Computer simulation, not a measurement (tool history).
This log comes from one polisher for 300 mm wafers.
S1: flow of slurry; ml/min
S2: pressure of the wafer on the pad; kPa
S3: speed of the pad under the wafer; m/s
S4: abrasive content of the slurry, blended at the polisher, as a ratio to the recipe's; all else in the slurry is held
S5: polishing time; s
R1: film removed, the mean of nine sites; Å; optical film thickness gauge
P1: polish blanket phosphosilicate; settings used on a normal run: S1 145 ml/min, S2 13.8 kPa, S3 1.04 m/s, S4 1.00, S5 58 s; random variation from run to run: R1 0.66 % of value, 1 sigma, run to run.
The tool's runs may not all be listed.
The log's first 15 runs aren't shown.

Run 16, hour 147.8: S1 145 ml/min, S2 13.8 kPa, S3 1.04 m/s, S4 1.00, S5 58 s. Result: R1 3060.2 Å.
Run 17, hour 155.8: S1 145 ml/min, S2 6.2 kPa, S3 1.04 m/s, S4 1.00, S5 58 s. Result: R1 1381.0 Å.
Run 18, hour 169.1: S1 145 ml/min, S2 13.8 kPa, S3 1.04 m/s, S4 1.00, S5 58 s. Result: R1 3047.6 Å.
Run 19, hour 178.5: S1 145 ml/min, S2 13.8 kPa, S3 1.04 m/s, S4 1.00, S5 58 s. Result: R1 3080.8 Å.
Run 20, hour 187.0: S1 145 ml/min, S2 13.8 kPa, S3 1.04 m/s, S4 1.00, S5 58 s. Result: R1 2963.8 Å.
Run 21, hour 197.4: S1 145 ml/min, S2 13.8 kPa, S3 1.04 m/s, S4 1.00, S5 58 s. Result: R1 2891.6 Å.
Run 22, hour 203.9: S1 145 ml/min, S2 13.8 kPa, S3 1.04 m/s, S4 1.00, S5 58 s. Result: R1 2818.4 Å.
Run 23, hour 214.7: S1 145 ml/min, S2 13.8 kPa, S3 1.04 m/s, S4 1.00, S5 58 s. Result: R1 2807.3 Å.
Run 24, hour 225.1: S1 145 ml/min, S2 13.8 kPa, S3 1.04 m/s, S4 1.00, S5 58 s. Result: R1 2773.1 Å.
At hour 226.3: head pressure recalibrated.
Run 25, hour 231.9: S1 145 ml/min, S2 13.8 kPa, S3 1.04 m/s, S4 1.00, S5 58 s. Result: R1 2698.4 Å.
At hour 233.0: slurry nozzle cleaned.
Run 26, hour 243.9: S1 145 ml/min, S2 13.8 kPa, S3 1.04 m/s, S4 1.00, S5 58 s. Result: R1 2666.0 Å.
At hour 245.1: conditioning disc replaced and pad reconditioned.
Run 27, hour 254.9: S1 145 ml/min, S2 13.8 kPa, S3 1.04 m/s, S4 1.00, S5 58 s. Result: R1 2707.3 Å.
Run 28, hour 264.1: S1 145 ml/min, S2 13.8 kPa, S3 1.04 m/s, S4 1.00, S5 58 s. Result: R1 2714.6 Å.

What does the tool deliver on the next run?
Run 29, hour 277.6: S1 145 ml/min, S2 13.8 kPa, S3 1.04 m/s, S4 1.00, S5 58 s. Result: R1 ?.

R1: 2706.6 Å

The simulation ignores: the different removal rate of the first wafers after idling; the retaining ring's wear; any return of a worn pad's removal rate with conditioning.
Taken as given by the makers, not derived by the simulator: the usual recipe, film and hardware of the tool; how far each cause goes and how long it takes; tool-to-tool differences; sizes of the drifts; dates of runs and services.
